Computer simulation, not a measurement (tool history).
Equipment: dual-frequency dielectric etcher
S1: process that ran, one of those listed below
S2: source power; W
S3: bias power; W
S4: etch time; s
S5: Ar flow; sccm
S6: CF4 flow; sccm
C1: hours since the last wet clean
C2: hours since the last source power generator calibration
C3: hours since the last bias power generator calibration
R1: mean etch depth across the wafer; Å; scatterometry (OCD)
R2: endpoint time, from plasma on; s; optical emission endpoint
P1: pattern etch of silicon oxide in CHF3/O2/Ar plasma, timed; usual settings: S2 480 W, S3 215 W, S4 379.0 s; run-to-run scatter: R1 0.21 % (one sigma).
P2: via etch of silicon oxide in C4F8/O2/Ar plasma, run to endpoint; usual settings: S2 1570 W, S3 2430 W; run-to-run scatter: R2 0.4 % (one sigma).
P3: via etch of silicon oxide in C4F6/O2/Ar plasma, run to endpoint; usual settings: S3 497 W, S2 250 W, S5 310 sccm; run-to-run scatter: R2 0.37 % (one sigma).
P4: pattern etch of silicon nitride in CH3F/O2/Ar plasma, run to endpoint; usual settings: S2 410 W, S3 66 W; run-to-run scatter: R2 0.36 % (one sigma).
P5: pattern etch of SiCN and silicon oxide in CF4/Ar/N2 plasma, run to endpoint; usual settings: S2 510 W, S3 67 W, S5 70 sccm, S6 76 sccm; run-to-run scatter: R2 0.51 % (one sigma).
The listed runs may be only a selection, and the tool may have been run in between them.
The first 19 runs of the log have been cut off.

Run 20, hour 86.7: S1 P3, S2 250 W, S3 497 W, S5 368 sccm; C1 258.0; C2 1484.8; C3 2232.3. Result: R2 25.533 s.
Run 21, hour 91.0: S1 P5, S2 510 W, S3 67 W, S5 53 sccm, S6 76 sccm; C1 262.3; C2 1489.1; C3 2236.6. Result: R2 17.256 s.
Run 22, hour 96.1: S1 P4, S2 410 W, S3 66 W; C1 267.4; C2 1494.2; C3 2241.7. Result: R2 32.788 s.
Run 23, hour 99.8: S1 P2, S2 2140 W, S3 2430 W; C1 271.1; C2 1497.9; C3 2245.4. Result: R2 169.240 s.
Run 24, hour 103.3: S1 P5, S2 370 W, S3 67 W, S5 70 sccm, S6 76 sccm; C1 274.6; C2 1501.4; C3 2248.9. Result: R2 23.665 s.
Run 25, hour 109.4: S1 P4, S2 280 W, S3 66 W; C1 280.7; C2 1507.5; C3 2255.0. Result: R2 38.238 s.
Run 26, hour 114.1: S1 P2, S2 1570 W, S3 2430 W; C1 285.4; C2 1512.2; C3 2259.7. Result: R2 190.300 s.
Run 27, hour 117.1: S1 P3, S2 250 W, S3 326 W, S5 310 sccm; C1 288.4; C2 1515.2; C3 2262.7. Result: R2 29.591 s.
Run 28, hour 121.8: S1 P1, S2 360 W, S3 215 W, S4 379.0 s; C1 293.1; C2 1519.9; C3 2267.4. Result: R1 6580.6 Å.
Run 29, hour 125.2: S1 P1, S2 480 W, S3 215 W, S4 379.0 s; C1 296.5; C2 1523.3; C3 2270.8. Result: R1 7313.6 Å.
Run 30, hour 131.3: S1 P1, S2 480 W, S3 215 W, S4 379.0 s; C1 302.6; C2 1529.4; C3 2276.9. Result: R1 7346.9 Å.
Run 31, hour 136.6: S1 P5, S2 510 W, S3 67 W, S5 70 sccm, S6 76 sccm; C1 307.9; C2 1534.7; C3 2282.2. Result: R2 17.727 s.
Run 32, hour 139.4: S1 P1, S2 480 W, S3 215 W, S4 379.0 s; C1 310.7; C2 1537.5; C3 2285.0. Result: R1 7350.2 Å.
Run 33, hour 142.3: S1 P1, S2 480 W, S3 157 W, S4 379.0 s; C1 313.6; C2 1540.4; C3 2287.9. Result: R1 6594.6 Å.
Run 34, hour 146.1: S1 P1, S2 480 W, S3 215 W, S4 379.0 s; C1 317.4; C2 1544.2; C3 2291.7. Result: R1 7340.3 Å.
Run 35, hour 151.6: S1 P1, S2 480 W, S3 215 W, S4 379.0 s; C1 322.9; C2 1549.7; C3 2297.2. Result: R1 7313.3 Å.
Run 36, hour 156.7: S1 P1, S2 480 W, S3 215 W, S4 379.0 s; C1 328.0; C2 1554.8; C3 2302.3. Result: R1 7289.1 Å.
Run 37, hour 159.8: S1 P1, S2 480 W, S3 215 W, S4 379.0 s; C1 331.1; C2 1557.9; C3 2305.4. Result: R1 7289.1 Å.
Run 38, hour 165.4: S1 P1, S2 480 W, S3 215 W, S4 379.0 s; C1 336.7; C2 1563.5; C3 2311.0. Result: R1 7281.6 Å.
At hour 168.7: wet clean of the chamber.
Run 39, hour 170.9: S1 P1, S2 480 W, S3 215 W, S4 379.0 s; C1 2.2; C2 1569.0; C3 2316.5. Result: R1 7281.0 Å.
Run 40, hour 174.1: S1 P1, S2 480 W, S3 215 W, S4 379.0 s; C1 5.4; C2 1572.2; C3 2319.7. Result: R1 7281.9 Å.
Run 41, hour 179.3: S1 P1, S2 480 W, S3 215 W, S4 379.0 s; C1 10.6; C2 1577.4; C3 2324.9. Result: R1 7252.6 Å.
Run 42, hour 185.4: S1 P1, S2 480 W, S3 215 W, S4 379.0 s; C1 16.7; C2 1583.5; C3 2331.0. Result: R1 7226.9 Å.

Run 43 comes next. What will it give?
Run 43, hour 191.2: S1 P1, S2 480 W, S3 215 W, S4 379.0 s; C1 22.5; C2 1589.3; C3 2336.8. Result: R1 ?.

{"run 43": {"R1": 7251.6}}

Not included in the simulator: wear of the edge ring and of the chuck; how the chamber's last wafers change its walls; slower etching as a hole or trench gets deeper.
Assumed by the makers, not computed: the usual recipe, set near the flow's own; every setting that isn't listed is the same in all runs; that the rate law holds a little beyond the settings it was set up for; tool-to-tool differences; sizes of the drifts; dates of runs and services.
